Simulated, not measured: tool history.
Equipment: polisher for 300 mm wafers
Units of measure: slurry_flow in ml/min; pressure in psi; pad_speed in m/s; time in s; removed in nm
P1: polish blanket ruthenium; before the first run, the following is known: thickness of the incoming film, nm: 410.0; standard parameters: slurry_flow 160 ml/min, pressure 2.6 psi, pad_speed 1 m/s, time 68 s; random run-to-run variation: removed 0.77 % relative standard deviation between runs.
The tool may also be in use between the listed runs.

run,hour,slurry_flow,pressure,pad_speed,time,wafers polished on this pad,hours since the slurry nozzle was cleaned,hours since the head pressure was calibrated,removed
1,5,160,2.6,1,68,630,354.7,227,92.201
2,7.6,95,2.6,1,105,671,357.3,229.6,126.63
3,12.7,160,2.6,0.44,68,750,362.4,234.7,41.33
4,17.7,160,2.6,1,68,829,367.4,239.7,92.448
5,21.7,160,2.6,1,45,891,371.4,243.7,61.358
6,26.1,160,2.6,1,68,960,375.8,248.1,92.396
7,30.4,160,2.6,1,105,1027,380.1,252.4,145.12
8,33.4,250,2.6,1,68,1074,383.1,255.4,98.483
9,36.8,160,2.6,1,68,1127,386.5,258.8,91.809
10,40.4,160,2.6,1,68,1184,390.1,262.4,91.963
11,43.1,160,2.6,1,68,1226,392.8,265.1,92.74
12,46.7,95,2.6,0.48,68,1282,396.4,268.7,39.754
13,52.7,160,3.5,1,68,1376,402.4,274.7,122.96
14,58.5,95,2.6,1,68,1467,408.2,280.5,83.375
15,62.8,160,2.6,1.38,68,1534,412.5,284.8,126.04
16,68,160,1.8,1,68,1615,417.7,290,63.847
17,71.3,160,2.6,1,68,1667,421,293.3,93.371
18,76.9,160,2.6,1,68,1755,426.6,298.9,88.318
19,82,160,2.6,1,68,1834,431.7,304,87.762
# hour 86.9: head pressure recalibrated
20,87.9,160,2.6,1,68,1927,437.6,1.1,86.896
21,92.9,160,2.6,1,68,2005,442.6,6.1,86.803
22,96,160,2.6,1,68,2053,445.7,9.2,85.323
23,100.8,160,2.6,1,68,2129,450.5,14,84.5

What P1 gives has crept away from where it was. These 2 causes fit the log equally well, each at the size given:
A: removal rate lost through wear of the pad, % = 7.69
B: slurry flow missing at the pad, % = 33.4
Onset of the creep was near hour 71.3.
Other possible causes, and why each is ruled out:
head's pressure below its setpoint, %: maintenance at hour 86.9, after the shift began, did not return the process to its former output

Which of the 4 check runs listed below, each an average over 2 wafers with its results shown as question marks, gives clearly different results under the different listed causes?
check 1,105.6,160,2.6,0.68,68,,,,?
check 2,105.6,100,2.6,1,68,,,,?
check 3,105.6,160,2.6,0.58,102,,,,?
check 4,105.6,160,2.6,0.7,68,,,,?

Check results expected under each cause:
check,result,if A,if B
check 1,removed,57.853,57.856
check 2,removed,77.342,74.236
check 3,removed,74.018,74.022
check 4,removed,59.555,59.558
How far apart the two closest causes lie, in the result that separates them most: check 1 0.01 %; check 2 4.1 %; check 3 0.01 %; check 4 0.01 %
Check 2 distinguishes between the causes, while the remaining checks would return nearly the same result for all of them.

Then check 2 was run and gave: removed 74.51 nm. Which cause is it?

It is B: slurry flow missing at the pad, %.
